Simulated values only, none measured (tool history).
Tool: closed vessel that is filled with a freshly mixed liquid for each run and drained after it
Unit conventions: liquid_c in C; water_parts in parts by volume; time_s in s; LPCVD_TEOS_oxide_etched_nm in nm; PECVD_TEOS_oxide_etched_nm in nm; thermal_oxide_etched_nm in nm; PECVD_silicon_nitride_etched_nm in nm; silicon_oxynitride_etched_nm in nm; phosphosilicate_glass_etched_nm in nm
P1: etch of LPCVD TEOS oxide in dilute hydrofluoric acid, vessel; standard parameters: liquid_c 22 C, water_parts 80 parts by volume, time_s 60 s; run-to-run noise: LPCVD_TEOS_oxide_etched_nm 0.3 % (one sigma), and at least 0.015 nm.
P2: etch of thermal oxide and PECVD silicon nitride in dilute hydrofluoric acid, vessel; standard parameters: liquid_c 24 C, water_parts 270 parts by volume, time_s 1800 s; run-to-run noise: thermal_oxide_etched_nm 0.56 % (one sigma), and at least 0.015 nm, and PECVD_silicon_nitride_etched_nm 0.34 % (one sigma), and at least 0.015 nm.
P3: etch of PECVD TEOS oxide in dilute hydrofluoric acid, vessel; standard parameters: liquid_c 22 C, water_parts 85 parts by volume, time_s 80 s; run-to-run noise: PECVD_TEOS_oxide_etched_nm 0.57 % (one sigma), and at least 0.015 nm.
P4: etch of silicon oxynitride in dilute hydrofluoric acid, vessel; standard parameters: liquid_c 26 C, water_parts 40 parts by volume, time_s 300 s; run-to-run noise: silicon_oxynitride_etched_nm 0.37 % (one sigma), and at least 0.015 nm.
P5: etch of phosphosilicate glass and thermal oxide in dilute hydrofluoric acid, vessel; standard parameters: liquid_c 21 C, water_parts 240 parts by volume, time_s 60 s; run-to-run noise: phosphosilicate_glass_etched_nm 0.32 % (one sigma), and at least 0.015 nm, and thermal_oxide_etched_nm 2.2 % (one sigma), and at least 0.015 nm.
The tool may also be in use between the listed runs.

run,hour,process,liquid_c,water_parts,time_s,LPCVD_TEOS_oxide_etched_nm,PECVD_TEOS_oxide_etched_nm,thermal_oxide_etched_nm,PECVD_silicon_nitride_etched_nm,silicon_oxynitride_etched_nm,phosphosilicate_glass_etched_nm
1,16,P1,22,80,60,35.809,,,,,
2,25.3,P1,22,80,60,35.967,,,,,
3,41.1,P3,22,85,80,,14.366,,,,
4,57,P1,30,80,60,49.379,,,,,
5,65.7,P1,22,80,60,36.031,,,,,
6,74.3,P1,22,25,60,122.87,,,,,
7,84.9,P1,17,80,60,29.188,,,,,
8,101.2,P2,24,270,1800,,,27.212,13.469,,
9,112.4,P4,26,40,30,,,,,1.9492,
10,126.4,P5,21,240,60,,,0.9259,,,30.763
11,136.8,P1,22,25,95,194.83,,,,,
12,147.6,P1,22,80,60,36.173,,,,,
13,166.2,P5,17,240,60,,,0.78113,,,26.402
14,178.7,P4,34,40,300,,,,,28.173,
15,192.2,P2,32,270,1800,,,34.822,21.666,,
16,203.1,P3,22,85,155,,27.272,,,,
17,220.6,P2,24,270,1800,,,27.065,13.5,,
18,233.5,P5,21,145,60,,,1.6862,,,56.324
19,244.1,P5,21,240,60,,,0.92824,,,30.932
20,257.6,P5,21,240,115,,,1.7224,,,59.158
21,265.9,P1,22,80,60,36.111,,,,,
22,278,P2,24,270,3325,,,49.32,24.957,,
23,294.2,P4,26,40,300,,,,,19.435,
24,306.2,P1,22,140,60,19.19,,,,,
25,316.3,P4,26,20,300,,,,,39.104,
26,328,P1,22,80,60,35.842,,,,,
27,338.2,P3,22,150,80,,7.512,,,,
28,349.7,P1,22,80,95,56.961,,,,,
29,364.2,P1,22,80,30,18.121,,,,,
30,375.2,P2,24,100,1800,,,88.379,36.097,,
31,390.3,P3,27,85,80,,17.149,,,,
32,401.2,P1,27.5,80,110,82.311,,,,,
33,416,P1,17,140,60,15.777,,,,,
34,430.4,P1,22,80,60,35.971,,,,,
35,442.8,P1,22,80,60,36.065,,,,,
36,453.8,P1,22,80,60,34.696,,,,,
37,462.5,P1,22,80,60,33.867,,,,,
38,477.7,P1,22,80,60,33.353,,,,,
39,490,P1,22,80,60,33.247,,,,,
40,500.7,P1,22,80,60,32.898,,,,,
41,517.9,P1,22,80,60,33.024,,,,,

What P1 gives has crept off from where it sat before. The 2 causes that follow fit the log equally well, each at the size noted:
A: liquid colder than its thermometer reads (K) = 2.15
B: hydrofluoric acid flow below the setpoint (%) = 7.74
The process output started creeping at around hour 442.8.

Which of the 4 check runs listed below separates the causes, so that each cause would produce a clearly different result? Each run uses one wafer, and its results are marked with question marks.
check 1,535.1,P2,24,190,3120,,,?,?,,
check 2,535.1,P4,33,40,35,,,,,?,
check 3,535.1,P3,22,85,155,,?,,,,
check 4,535.1,P5,17,165,60,,,?,,,?

Check results expected under each cause:
check,result,if A,if B
check 1,thermal_oxide_etched_nm,66.17,65.067
check 1,PECVD_silicon_nitride_etched_nm,28.871,30.598
check 2,silicon_oxynitride_etched_nm,2.8486,2.8919
check 3,PECVD_TEOS_oxide_etched_nm,25.297,25.282
check 4,thermal_oxide_etched_nm,1.1094,1.1036
check 4,phosphosilicate_glass_etched_nm,37.779,37.581
Per-check spread between the two closest causes, in the result where they differ most: check 1 5.81 %; check 2 1.51 %; check 3 0.06 %; check 4 0.53 %
Check 1 tells the causes apart: in the others they would give nearly the same result.

Check 1 was carried out, with these results: thermal_oxide_etched_nm 64.74 nm; PECVD_silicon_nitride_etched_nm 30.533 nm. Which of the listed causes is responsible?

The cause is B: hydrofluoric acid flow below the setpoint (%).
